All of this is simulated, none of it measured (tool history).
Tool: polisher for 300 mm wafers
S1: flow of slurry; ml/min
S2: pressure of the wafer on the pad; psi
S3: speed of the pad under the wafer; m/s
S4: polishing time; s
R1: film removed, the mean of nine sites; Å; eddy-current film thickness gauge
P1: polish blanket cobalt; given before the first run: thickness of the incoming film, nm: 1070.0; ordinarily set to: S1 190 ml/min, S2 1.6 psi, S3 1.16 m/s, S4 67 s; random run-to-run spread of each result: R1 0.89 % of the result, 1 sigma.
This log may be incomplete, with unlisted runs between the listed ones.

run	hour	S1	S2	S3	S4	R1
1	6.5	190	1.6	1.16	67	3024
2	10.9	190	1.6	1.16	67	2995
3	15.8	295	1.6	1.16	67	3167.3
4	22.3	190	1.6	1.16	94	4191.6
5	28.1	115	1.6	1.16	67	2757
6	34.1	190	1.6	1.16	67	3017.6
7	39	190	1.6	0.54	67	1390.6
8	43.7	190	2.1	1.16	67	3889.5
9	50.2	190	2.3	1.16	47	3075.5
10	56.6	190	1.6	1.16	67	3072.8
11	60.2	190	2.4	1.48	67	5731.1
12	65.7	190	1.6	1.16	67	2981.8
13	70.3	190	2.3	0.66	67	2443.3
14	73.7	190	0.7	1.16	67	1331.3
15	78.9	190	1.6	1.16	46	2061
16	85.1	190	1.6	1.76	67	4528.4
17	89.6	190	1.6	1.16	67	3015.6
18	96.2	190	1.6	1.16	67	2877
19	100.7	190	1.6	1.16	67	2887.5
20	106.2	190	1.6	1.16	67	2866.3
21	110.3	190	1.6	1.16	67	2827.8
22	117.3	190	1.6	1.16	67	2792.6
23	122.6	190	1.6	1.16	67	2819.9
# hour 123.3: worn pad replaced by a new one
24	129.5	190	1.6	1.16	67	2789.1
25	134.5	190	1.6	1.16	67	2779
26	140.3	190	1.6	1.16	67	2756.9

Something has made what P1 gives creep away from where it was; the 2 causes below, each at its own stated size, fit the log equally well:
A: head's pressure below its setpoint, % = 7.46
B: slurry flow missing at the pad, % = 36.3
The creep began at about hour 89.6.
Other possible causes, and why each is ruled out:
removal rate lost through wear of the pad, %: was serviced at hour 123.3, once the creep was under way, yet the earlier output never came back

Below are 4 check runs, each averaged over 5 wafers, with their results shown as question marks. Which of them would give clearly different results depending on which cause is behind the drift?
check 1	146.1	190	0.8	1.16	49	?
check 2	146.1	125	2	1.16	67	?
check 3	146.1	190	1.6	0.86	67	?
check 4	146.1	190	1.6	1.74	67	?

If the cause were each of the candidates in turn, the checks would give the following:
check	result	if A	if B
check 1	R1	1018.6	1018.6
check 2	R1	3243.7	3130.2
check 3	R1	2065.1	2065.1
check 4	R1	4178.3	4178.3
Separation of the two closest causes in each check, using whichever result separates them best: check 1 0 %; check 2 3.56 %; check 3 0 %; check 4 0 %
Check 2 tells the causes apart: in the others they would give nearly the same result.

With check 2 done, the readings were: R1 3243.8 Å. Identify which of the listed causes applies.

Of the candidate causes, it is A: head's pressure below its setpoint, %.

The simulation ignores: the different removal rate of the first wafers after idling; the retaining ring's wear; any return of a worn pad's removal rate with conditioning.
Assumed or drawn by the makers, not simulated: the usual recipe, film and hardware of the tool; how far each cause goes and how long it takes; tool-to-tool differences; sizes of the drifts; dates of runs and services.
